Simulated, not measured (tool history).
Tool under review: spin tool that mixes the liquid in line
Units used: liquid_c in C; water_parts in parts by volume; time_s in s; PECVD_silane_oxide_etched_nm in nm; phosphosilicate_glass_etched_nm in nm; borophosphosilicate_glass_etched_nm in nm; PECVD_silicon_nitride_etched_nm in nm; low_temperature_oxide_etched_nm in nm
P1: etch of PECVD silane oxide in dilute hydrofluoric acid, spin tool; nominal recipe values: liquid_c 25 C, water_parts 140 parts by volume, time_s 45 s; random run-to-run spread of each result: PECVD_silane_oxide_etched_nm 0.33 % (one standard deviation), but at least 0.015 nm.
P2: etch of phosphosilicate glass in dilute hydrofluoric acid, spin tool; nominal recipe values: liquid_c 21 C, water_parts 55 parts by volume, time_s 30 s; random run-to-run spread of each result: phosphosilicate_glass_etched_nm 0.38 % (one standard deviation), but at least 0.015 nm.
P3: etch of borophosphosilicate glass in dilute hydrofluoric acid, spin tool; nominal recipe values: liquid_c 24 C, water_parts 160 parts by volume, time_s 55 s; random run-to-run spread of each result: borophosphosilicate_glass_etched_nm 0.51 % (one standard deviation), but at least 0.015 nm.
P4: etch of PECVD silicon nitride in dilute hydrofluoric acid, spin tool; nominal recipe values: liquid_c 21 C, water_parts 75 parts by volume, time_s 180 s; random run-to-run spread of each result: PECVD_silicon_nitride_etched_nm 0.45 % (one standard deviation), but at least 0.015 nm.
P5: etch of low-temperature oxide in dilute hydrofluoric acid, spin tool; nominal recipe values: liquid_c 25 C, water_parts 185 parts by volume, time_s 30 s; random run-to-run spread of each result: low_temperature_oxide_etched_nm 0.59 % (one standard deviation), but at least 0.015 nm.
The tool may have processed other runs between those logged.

run,hour,process,liquid_c,water_parts,time_s,PECVD_silane_oxide_etched_nm,phosphosilicate_glass_etched_nm,borophosphosilicate_glass_etched_nm,PECVD_silicon_nitride_etched_nm,low_temperature_oxide_etched_nm
1,12.9,P1,25,140,45,6.9654,,,,
2,22.1,P1,25,140,45,6.9953,,,,
3,36.9,P2,21,105,30,,23.001,,,
4,54.9,P3,24,160,55,,,11.817,,
5,68.3,P1,25,140,45,6.9608,,,,
6,83.6,P3,24,160,55,,,11.748,,
7,96.3,P4,21,125,180,,,,3.8506,
8,114.1,P4,21,75,15,,,,0.51751,
9,131,P4,17,75,180,,,,4.8352,
10,139.8,P2,27.5,55,30,,61.193,,,
11,149.1,P4,21,75,180,,,,6.361,
12,157.2,P3,24,245,55,,,7.0318,,
13,170.4,P1,32,140,45,8.9621,,,,
14,180.6,P2,21,55,30,,46.721,,,
15,194.2,P1,25,140,45,6.9404,,,,
16,210.4,P5,25,80,30,,,,,13.649
17,227.2,P1,20.5,140,45,5.8283,,,,
18,241.4,P3,20,160,55,,,10.172,,
19,258.7,P1,25,140,70,10.783,,,,
20,273.1,P1,25,140,45,6.9165,,,,
21,284.4,P4,21,75,180,,,,6.3476,
22,296.4,P3,24,160,15,,,3.2526,,
23,307.2,P1,25,75,45,13.948,,,,
24,317,P5,30,185,30,,,,,6.235
25,325.7,P2,21,55,30,,46.528,,,
26,335.4,P1,32,140,80,15.988,,,,
27,349.2,P5,25,185,30,,,,,5.2525
28,365.2,P1,25,140,45,6.9488,,,,
29,382.3,P1,25,140,15,2.2873,,,,
30,393.1,P5,25,185,55,,,,,9.5376
31,404.6,P1,25,225,45,3.9327,,,,
32,418.9,P1,25,140,45,6.9289,,,,
33,434.8,P2,21,55,50,,77.657,,,
34,449.4,P1,25,140,45,6.9594,,,,
35,458.8,P1,25,140,45,7.0313,,,,
36,468.9,P1,25,140,45,7.1492,,,,
37,485.6,P1,25,140,45,7.3908,,,,
38,501.4,P1,25,140,45,7.411,,,,
39,519.8,P1,25,140,45,7.4514,,,,
40,534.5,P1,25,140,45,7.4493,,,,
41,544.9,P1,25,140,45,7.5021,,,,
42,556.8,P1,25,140,45,7.5357,,,,
43,568,P1,25,140,45,7.5411,,,,
44,576.3,P1,25,140,45,7.5207,,,,
45,591.5,P1,25,140,45,7.5088,,,,

The output of P1 has drifted from where it used to be. Each of the 2 causes below, taken at the size shown beside it, accounts for the log equally well:
A: liquid hotter than its thermometer reads (K) = 2.1
B: hydrofluoric acid flow above the setpoint (%) = 7.04
Creep in the process output first set in at about hour 449.4.

Each of the check runs listed below is run on 2 wafers and reports their average, with the results left as question marks. Pick the one under which the possible causes would lead to clearly different results.
check 1,606.7,P4,21,115,40,,,,?,
check 2,606.7,P5,30,185,30,,,,,?
check 3,606.7,P2,26,95,30,,?,,,
check 4,606.7,P3,24,235,35,,,?,,

Check results expected under each cause:
check,result,if A,if B
check 1,PECVD_silicon_nitride_etched_nm,1.069,0.99358
check 2,low_temperature_oxide_etched_nm,6.7495,6.8229
check 3,phosphosilicate_glass_etched_nm,34.227,34.055
check 4,borophosphosilicate_glass_etched_nm,5.1092,5.1565
Gap, in per cent, between the two causes that each check separates least, read from the result that separates them most: check 1 7.32 %; check 2 1.08 %; check 3 0.5 %; check 4 0.92 %
Only check 1 tells the causes apart: in the others they would give nearly the same result.

Then check 1 was run and gave: PECVD_silicon_nitride_etched_nm 0.9941 nm. Which cause is it?

B is the cause: hydrofluoric acid flow above the setpoint (%).
